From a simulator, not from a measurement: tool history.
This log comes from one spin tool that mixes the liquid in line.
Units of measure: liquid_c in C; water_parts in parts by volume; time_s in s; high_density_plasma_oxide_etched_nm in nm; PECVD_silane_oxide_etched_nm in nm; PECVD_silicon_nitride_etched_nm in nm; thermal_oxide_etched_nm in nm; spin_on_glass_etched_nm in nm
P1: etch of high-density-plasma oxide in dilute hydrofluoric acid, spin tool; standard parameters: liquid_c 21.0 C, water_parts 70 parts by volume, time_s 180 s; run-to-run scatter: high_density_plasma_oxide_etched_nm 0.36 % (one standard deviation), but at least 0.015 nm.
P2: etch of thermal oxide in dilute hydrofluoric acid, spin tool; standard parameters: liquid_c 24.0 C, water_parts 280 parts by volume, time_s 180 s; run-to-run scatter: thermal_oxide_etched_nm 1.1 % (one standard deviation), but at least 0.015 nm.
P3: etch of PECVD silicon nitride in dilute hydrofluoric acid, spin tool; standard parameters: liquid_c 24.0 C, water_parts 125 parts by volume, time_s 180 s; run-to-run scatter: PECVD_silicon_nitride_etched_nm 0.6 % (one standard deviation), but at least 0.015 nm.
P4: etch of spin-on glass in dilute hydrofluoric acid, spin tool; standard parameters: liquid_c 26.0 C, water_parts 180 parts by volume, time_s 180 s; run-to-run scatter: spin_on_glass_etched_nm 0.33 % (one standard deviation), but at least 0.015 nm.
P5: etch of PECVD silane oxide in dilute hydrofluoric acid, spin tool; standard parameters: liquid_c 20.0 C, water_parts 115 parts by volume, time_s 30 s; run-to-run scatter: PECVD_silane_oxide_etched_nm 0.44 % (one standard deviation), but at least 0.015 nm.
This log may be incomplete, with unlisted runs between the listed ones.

| run | hour | process | liquid_c | water_parts | time_s | hours since the thermometer was replaced | hours since the hydrofluoric acid flow meter was replaced | high_density_plasma_oxide_etched_nm | PECVD_silane_oxide_etched_nm | PECVD_silicon_nitride_etched_nm | thermal_oxide_etched_nm | spin_on_glass_etched_nm |
|---|---|---|---|---|---|---|---|---|---|---|---|---|
| 1 | 15.5 | P1 | 21.0 | 70 | 180 | 2020.0 | 457.5 | 14.0300 |  |  |  |  |
| 2 | 31.1 | P1 | 21.0 | 70 | 180 | 2035.6 | 473.1 | 14.0940 |  |  |  |  |
| 3 | 46.6 | P1 | 21.0 | 70 | 180 | 2051.1 | 488.6 | 14.0380 |  |  |  |  |
| 4 | 62.1 | P5 | 20.0 | 115 | 50 | 2066.6 | 504.1 |  | 16.0230 |  |  |  |
| 5 | 75.6 | P5 | 20.0 | 65 | 30 | 2080.1 | 517.6 |  | 17.9500 |  |  |  |
| 6 | 84.8 | P1 | 21.0 | 70 | 180 | 2089.3 | 526.8 | 14.0890 |  |  |  |  |
| 7 | 96.2 | P3 | 24.0 | 125 | 335 | 2100.7 | 538.2 |  |  | 10.3720 |  |  |
| 8 | 114.1 | P2 | 24.0 | 280 | 180 | 2118.6 | 556.1 |  |  |  | 2.49560 |  |
| 9 | 124.0 | P5 | 20.0 | 115 | 30 | 2128.5 | 566.0 |  | 9.5831 |  |  |  |
| 10 | 140.3 | P2 | 24.0 | 95 | 180 | 2144.8 | 582.3 |  |  |  | 9.10700 |  |
| 11 | 157.3 | P4 | 26.0 | 95 | 180 | 2161.8 | 599.3 |  |  |  |  | 80.846 |
| 12 | 165.9 | P5 | 17.0 | 115 | 30 | 2170.4 | 607.9 |  | 8.5141 |  |  |  |
| 13 | 180.8 | P1 | 17.0 | 70 | 180 | 2185.3 | 622.8 | 11.8790 |  |  |  |  |
| 14 | 195.8 | P3 | 24.0 | 125 | 180 | 2200.3 | 637.8 |  |  | 5.5778 |  |  |
| 15 | 208.5 | P1 | 25.5 | 70 | 180 | 2213.0 | 650.5 | 16.9170 |  |  |  |  |
| 16 | 220.7 | P2 | 30.5 | 280 | 180 | 2225.2 | 662.7 |  |  |  | 3.10860 |  |
| 17 | 238.4 | P2 | 24.0 | 280 | 25 | 2242.9 | 680.4 |  |  |  | 0.35461 |  |
| 18 | 246.2 | P1 | 21.0 | 100 | 180 | 2250.7 | 688.2 | 9.5484 |  |  |  |  |
| 19 | 255.9 | P1 | 21.0 | 70 | 90 | 2260.4 | 697.9 | 7.1037 |  |  |  |  |
| 20 | 266.0 | P1 | 26.0 | 70 | 55 | 2270.5 | 708.0 | 5.2790 |  |  |  |  |
| 21 | 280.8 | P3 | 24.0 | 125 | 180 | 2285.3 | 722.8 |  |  | 5.5350 |  |  |
| 22 | 291.7 | P4 | 26.0 | 180 | 180 | 2296.2 | 733.7 |  |  |  |  | 38.854 |
| 23 | 305.4 | P1 | 21.0 | 20 | 180 | 2309.9 | 747.4 | 52.3880 |  |  |  |  |
| 24 | 320.3 | P4 | 26.0 | 180 | 180 | 2324.8 | 762.3 |  |  |  |  | 38.788 |
| 25 | 329.5 | P3 | 17.0 | 125 | 180 | 2334.0 | 771.5 |  |  | 3.4279 |  |  |
| 26 | 341.4 | P1 | 21.0 | 70 | 180 | 2345.9 | 783.4 | 14.0950 |  |  |  |  |
| 27 | 356.2 | P4 | 30.5 | 180 | 180 | 2360.7 | 798.2 |  |  |  |  | 45.430 |
| 28 | 365.8 | P1 | 21.0 | 70 | 340 | 2370.3 | 807.8 | 26.5740 |  |  |  |  |
| 29 | 383.4 | P1 | 21.0 | 70 | 180 | 2387.9 | 825.4 | 14.0170 |  |  |  |  |
| 30 | 393.5 | P1 | 21.0 | 20 | 315 | 2398.0 | 835.5 | 92.3230 |  |  |  |  |
| 31 | 410.1 | P4 | 26.0 | 180 | 360 | 2414.6 | 852.1 |  |  |  |  | 77.420 |
| 32 | 419.3 | P3 | 24.0 | 180 | 180 | 2423.8 | 861.3 |  |  | 3.8536 |  |  |
| 33 | 428.5 | P1 | 21.0 | 70 | 180 | 2433.0 | 870.5 | 14.1980 |  |  |  |  |
| 34 | 441.6 | P1 | 21.0 | 70 | 180 | 2446.1 | 883.6 | 14.5990 |  |  |  |  |
| 35 | 455.9 | P1 | 21.0 | 70 | 180 | 2460.4 | 897.9 | 14.8000 |  |  |  |  |
| 36 | 468.5 | P1 | 21.0 | 70 | 180 | 2473.0 | 910.5 | 14.8940 |  |  |  |  |
| 37 | 478.7 | P1 | 21.0 | 70 | 180 | 2483.2 | 920.7 | 14.9170 |  |  |  |  |
| 38 | 491.0 | P1 | 21.0 | 70 | 180 | 2495.5 | 933.0 | 15.0110 |  |  |  |  |
| 39 | 506.3 | P1 | 21.0 | 70 | 180 | 2510.8 | 948.3 | 15.1600 |  |  |  |  |
| 40 | 516.5 | P1 | 21.0 | 70 | 180 | 2521.0 | 958.5 | 15.1460 |  |  |  |  |
| 41 | 528.0 | P1 | 21.0 | 70 | 180 | 2532.5 | 970.0 | 15.1020 |  |  |  |  |
| 42 | 537.8 | P1 | 21.0 | 70 | 180 | 2542.3 | 979.8 | 15.1160 |  |  |  |  |
| 43 | 553.0 | P1 | 21.0 | 70 | 180 | 2557.5 | 995.0 | 15.2010 |  |  |  |  |

What P1 gives has crept away from where it was. These 2 causes fit the log equally well, each at the size given:
A: liquid hotter than its thermometer reads (K) = 1.77
B: hydrofluoric acid flow above the setpoint (%) = 6.94
The creep began at about hour 428.5.

Question marks stand in for the results of the 4 check runs listed below, each run on one wafer. Under which run would the listed causes show clearly different results?
| check 1 | 568.2 | P5 | 20.0 | 115 | 40 |  |  |  | ? |  |  |  |
| check 2 | 568.2 | P2 | 24.0 | 115 | 180 |  |  |  |  |  | ? |  |
| check 3 | 568.2 | P3 | 17.0 | 125 | 320 |  |  |  |  | ? |  |  |
| check 4 | 568.2 | P4 | 26.0 | 105 | 180 |  |  |  |  |  |  | ? |

Check results expected under each cause:
| check | result | if A | if B |
|---|---|---|---|
| check 1 | PECVD_silane_oxide_etched_nm | 13.7320 | 13.7850 |
| check 2 | thermal_oxide_etched_nm | 7.75840 | 7.81520 |
| check 3 | PECVD_silicon_nitride_etched_nm | 6.9659 | 6.5822 |
| check 4 | spin_on_glass_etched_nm | 77.849 | 78.457 |
Per check, the gap between the least separated pair of causes, taken in the result that splits them most: check 1 0.38 %; check 2 0.73 %; check 3 5.67 %; check 4 0.78 %
Check 3 tells the causes apart: in the others they would give nearly the same result.

The results of check 3 are: PECVD_silicon_nitride_etched_nm 7.0227 nm. Based on these, which of the listed causes is it?

The correct cause is A, namely: liquid hotter than its thermometer reads (K).
